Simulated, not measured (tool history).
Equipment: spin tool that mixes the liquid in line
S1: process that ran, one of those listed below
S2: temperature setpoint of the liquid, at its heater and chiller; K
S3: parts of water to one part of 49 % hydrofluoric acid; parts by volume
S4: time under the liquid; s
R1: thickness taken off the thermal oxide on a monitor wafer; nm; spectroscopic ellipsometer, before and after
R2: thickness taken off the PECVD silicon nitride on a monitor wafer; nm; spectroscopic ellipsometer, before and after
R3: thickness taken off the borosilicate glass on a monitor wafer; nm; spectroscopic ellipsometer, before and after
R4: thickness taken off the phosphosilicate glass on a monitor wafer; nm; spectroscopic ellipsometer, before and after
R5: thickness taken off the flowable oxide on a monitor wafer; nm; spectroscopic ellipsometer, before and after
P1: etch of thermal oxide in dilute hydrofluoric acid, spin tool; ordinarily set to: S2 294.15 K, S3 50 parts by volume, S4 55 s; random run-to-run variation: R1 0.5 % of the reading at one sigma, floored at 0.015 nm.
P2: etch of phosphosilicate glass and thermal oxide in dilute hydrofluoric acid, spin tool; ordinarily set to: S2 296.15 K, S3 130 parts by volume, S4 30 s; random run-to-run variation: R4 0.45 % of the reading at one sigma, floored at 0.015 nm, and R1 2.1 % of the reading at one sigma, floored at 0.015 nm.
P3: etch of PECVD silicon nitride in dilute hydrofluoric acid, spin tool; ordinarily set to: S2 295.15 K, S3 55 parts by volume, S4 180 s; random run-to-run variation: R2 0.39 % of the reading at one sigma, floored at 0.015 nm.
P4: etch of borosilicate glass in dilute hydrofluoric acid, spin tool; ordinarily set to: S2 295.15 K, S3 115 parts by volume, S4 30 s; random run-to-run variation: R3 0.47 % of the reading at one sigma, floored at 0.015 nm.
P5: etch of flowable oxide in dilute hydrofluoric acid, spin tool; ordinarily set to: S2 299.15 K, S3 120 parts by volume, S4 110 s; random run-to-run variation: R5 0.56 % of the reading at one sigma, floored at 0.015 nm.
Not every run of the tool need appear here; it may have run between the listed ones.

{"run": 1, "hour": 4.2, "S1": "P1", "S2": 294.15, "S3": 50, "S4": 55, "R1": 5.3325}
{"run": 2, "hour": 8.0, "S1": "P1", "S2": 294.15, "S3": 50, "S4": 105, "R1": 10.077}
{"run": 3, "hour": 14.7, "S1": "P3", "S2": 295.15, "S3": 55, "S4": 180, "R2": 15.83}
{"run": 4, "hour": 18.3, "S1": "P4", "S2": 290.15, "S3": 115, "S4": 30, "R3": 7.7746}
{"run": 5, "hour": 24.3, "S1": "P3", "S2": 295.15, "S3": 85, "S4": 180, "R2": 10.313}
{"run": 6, "hour": 28.4, "S1": "P4", "S2": 295.15, "S3": 115, "S4": 15, "R3": 4.8782}
{"run": 7, "hour": 32.7, "S1": "P4", "S2": 295.15, "S3": 115, "S4": 30, "R3": 9.7078}
{"run": 8, "hour": 36.5, "S1": "P1", "S2": 294.15, "S3": 50, "S4": 55, "R1": 5.3362}
{"run": 9, "hour": 41.4, "S1": "P4", "S2": 295.15, "S3": 190, "S4": 30, "R3": 5.4064}
{"run": 10, "hour": 46.4, "S1": "P1", "S2": 290.15, "S3": 50, "S4": 55, "R1": 4.4442}
{"run": 11, "hour": 49.8, "S1": "P2", "S2": 290.15, "S3": 130, "S4": 30, "R1": 0.79479, "R4": 31.493}
{"run": 12, "hour": 55.1, "S1": "P5", "S2": 291.15, "S3": 120, "S4": 110, "R5": 26.336}
{"run": 13, "hour": 58.8, "S1": "P3", "S2": 299.65, "S3": 55, "S4": 180, "R2": 21.261}
{"run": 14, "hour": 66.5, "S1": "P1", "S2": 294.15, "S3": 50, "S4": 55, "R1": 5.2548}
{"run": 15, "hour": 73.8, "S1": "P5", "S2": 299.15, "S3": 120, "S4": 110, "R5": 36.423}
{"run": 16, "hour": 79.4, "S1": "P1", "S2": 294.15, "S3": 50, "S4": 55, "R1": 5.2988}
{"run": 17, "hour": 84.7, "S1": "P1", "S2": 294.15, "S3": 25, "S4": 55, "R1": 10.927}
{"run": 18, "hour": 88.2, "S1": "P1", "S2": 290.15, "S3": 50, "S4": 20, "R1": 1.6573}
{"run": 19, "hour": 93.5, "S1": "P1", "S2": 294.15, "S3": 50, "S4": 55, "R1": 5.2898}
{"run": 20, "hour": 100.4, "S1": "P1", "S2": 301.15, "S3": 50, "S4": 55, "R1": 7.1119}
{"run": 21, "hour": 103.8, "S1": "P3", "S2": 295.15, "S3": 55, "S4": 35, "R2": 3.0462}
{"run": 22, "hour": 109.0, "S1": "P1", "S2": 294.15, "S3": 80, "S4": 90, "R1": 5.214}
{"run": 23, "hour": 113.4, "S1": "P2", "S2": 296.15, "S3": 50, "S4": 30, "R1": 3.0168, "R4": 116.02}
{"run": 24, "hour": 118.2, "S1": "P4", "S2": 295.15, "S3": 115, "S4": 30, "R3": 9.6187}
{"run": 25, "hour": 122.6, "S1": "P2", "S2": 296.15, "S3": 130, "S4": 15, "R1": 0.52813, "R4": 20.263}
{"run": 26, "hour": 128.4, "S1": "P1", "S2": 294.15, "S3": 50, "S4": 25, "R1": 2.4062}
{"run": 27, "hour": 132.7, "S1": "P1", "S2": 294.15, "S3": 80, "S4": 55, "R1": 3.1717}
{"run": 28, "hour": 139.6, "S1": "P5", "S2": 299.15, "S3": 120, "S4": 20, "R5": 6.6184}
{"run": 29, "hour": 143.5, "S1": "P5", "S2": 299.15, "S3": 20, "S4": 110, "R5": 250.55}
{"run": 30, "hour": 148.5, "S1": "P2", "S2": 296.15, "S3": 130, "S4": 30, "R1": 0.98849, "R4": 40.379}
{"run": 31, "hour": 153.2, "S1": "P1", "S2": 294.15, "S3": 50, "S4": 55, "R1": 5.3474}
{"run": 32, "hour": 158.0, "S1": "P2", "S2": 296.15, "S3": 130, "S4": 30, "R1": 0.97532, "R4": 40.317}

Run 33 comes next. What will it give?
{"run": 33, "hour": 165.1, "S1": "P1", "S2": 294.15, "S3": 50, "S4": 55, "R1": "?"}

Run 33 gave R1 5.32970 nm.

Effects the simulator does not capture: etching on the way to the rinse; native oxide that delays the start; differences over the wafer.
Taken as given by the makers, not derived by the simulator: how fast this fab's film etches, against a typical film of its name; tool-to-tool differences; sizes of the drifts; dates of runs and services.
